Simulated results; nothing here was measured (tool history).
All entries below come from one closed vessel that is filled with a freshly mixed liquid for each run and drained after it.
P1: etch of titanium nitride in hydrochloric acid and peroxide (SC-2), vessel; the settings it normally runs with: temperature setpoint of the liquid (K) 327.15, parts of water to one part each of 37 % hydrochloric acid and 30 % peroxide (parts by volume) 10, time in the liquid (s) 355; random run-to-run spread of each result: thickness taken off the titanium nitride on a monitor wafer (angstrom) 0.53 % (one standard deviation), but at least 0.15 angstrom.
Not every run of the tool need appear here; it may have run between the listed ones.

run	hour	temperature setpoint of the liquid (K)	parts of water to one part each of 37 % hydrochloric acid and 30 % peroxide (parts by volume)	time in the liquid (s)	hours since the thermometer was replaced	hours since the chemicals flow meter was replaced	hours since the drum of peroxide was connected	thickness taken off the titanium nitride on a monitor wafer (angstrom)
1	3.5	327.15	10	355	615.7	458.8	958.8	63.89
2	10.3	311.15	10	355	622.5	465.6	965.6	21.35
3	16.5	327.15	4	355	628.7	471.8	971.8	127.38
4	22.9	327.15	17.5	355	635.1	478.2	978.2	39.049
5	27.1	334.65	10	355	639.3	482.4	982.4	102.72
6	31.5	333.65	4	355	643.7	486.8	986.8	191.78
7	38.1	334.15	15	355	650.3	493.4	993.4	69.67
# hour 39.4: new drum of peroxide connected
8	44.6	327.15	10	355	656.8	499.9	5.3	63.052
9	47.7	327.15	10	185	659.9	503	8.4	32.896
10	51.7	342.15	10	50	663.9	507	12.4	22.565
11	56	327.15	10	355	668.2	511.3	16.7	62.965
12	61.7	327.15	10	355	673.9	517	22.4	63.661
13	66.1	327.15	10	635	678.3	521.4	26.8	112.29
14	70.1	327.15	10	355	682.3	525.4	30.8	63.392
15	74.1	327.15	10	355	686.3	529.4	34.8	62.733
16	77.6	327.15	10	355	689.8	532.9	38.3	61.445
17	84.4	327.15	10	355	696.6	539.7	45.1	59.745
18	88.1	327.15	10	355	700.3	543.4	48.8	58.705
19	91.2	327.15	10	355	703.4	546.5	51.9	58.878
20	95	327.15	10	355	707.2	550.3	55.7	58.525
# hour 96.5: new drum of peroxide connected
21	100.9	327.15	10	355	713.1	556.2	4.4	58.495
22	104.1	327.15	10	355	716.3	559.4	7.6	58.296
23	107.1	327.15	10	355	719.3	562.4	10.6	58.319

P1 has crept away from where it was. The log is fitted equally well by each of these 2 causes, at the sizes shown:
A: liquid colder than its thermometer reads (K) = 1.21
B: chemicals flow below the setpoint (%) = 8.92
The gradual shift began around hour 74.1.
Excluded causes, each with its reason:
peroxide weaker than its label (%): serviced after onset, at hour 96.5, with no recovery of the prior output

The 4 check runs listed below each average the results of 5 wafers, and their outcomes are marked with question marks. Under which run would the listed causes produce clearly different results?
check 1	110.1	327.15	13	355				?
check 2	110.1	313.65	4	355				?
check 3	110.1	327.15	17	605				?
check 4	110.1	327.15	14.5	355				?

If the cause were each of the candidates in turn, the checks would give the following:
check	result	if A	if B
check 1	thickness taken off the titanium nitride on a monitor wafer (angstrom)	46.819	46.704
check 2	thickness taken off the titanium nitride on a monitor wafer (angstrom)	46.505	47.572
check 3	thickness taken off the titanium nitride on a monitor wafer (angstrom)	62.992	62.678
check 4	thickness taken off the titanium nitride on a monitor wafer (angstrom)	42.563	42.412
Per check, the gap between the least separated pair of causes, taken in the result that splits them most: check 1 0.24 %; check 2 2.27 %; check 3 0.5 %; check 4 0.35 %
Check 2 is the one run that separates the causes; every other check would come out nearly the same whichever cause is at work.

Running check 2 produced the following: thickness taken off the titanium nitride on a monitor wafer (angstrom) 46.377. Which one of the listed causes fits?

Of the candidate causes, it is A: liquid colder than its thermometer reads (K).
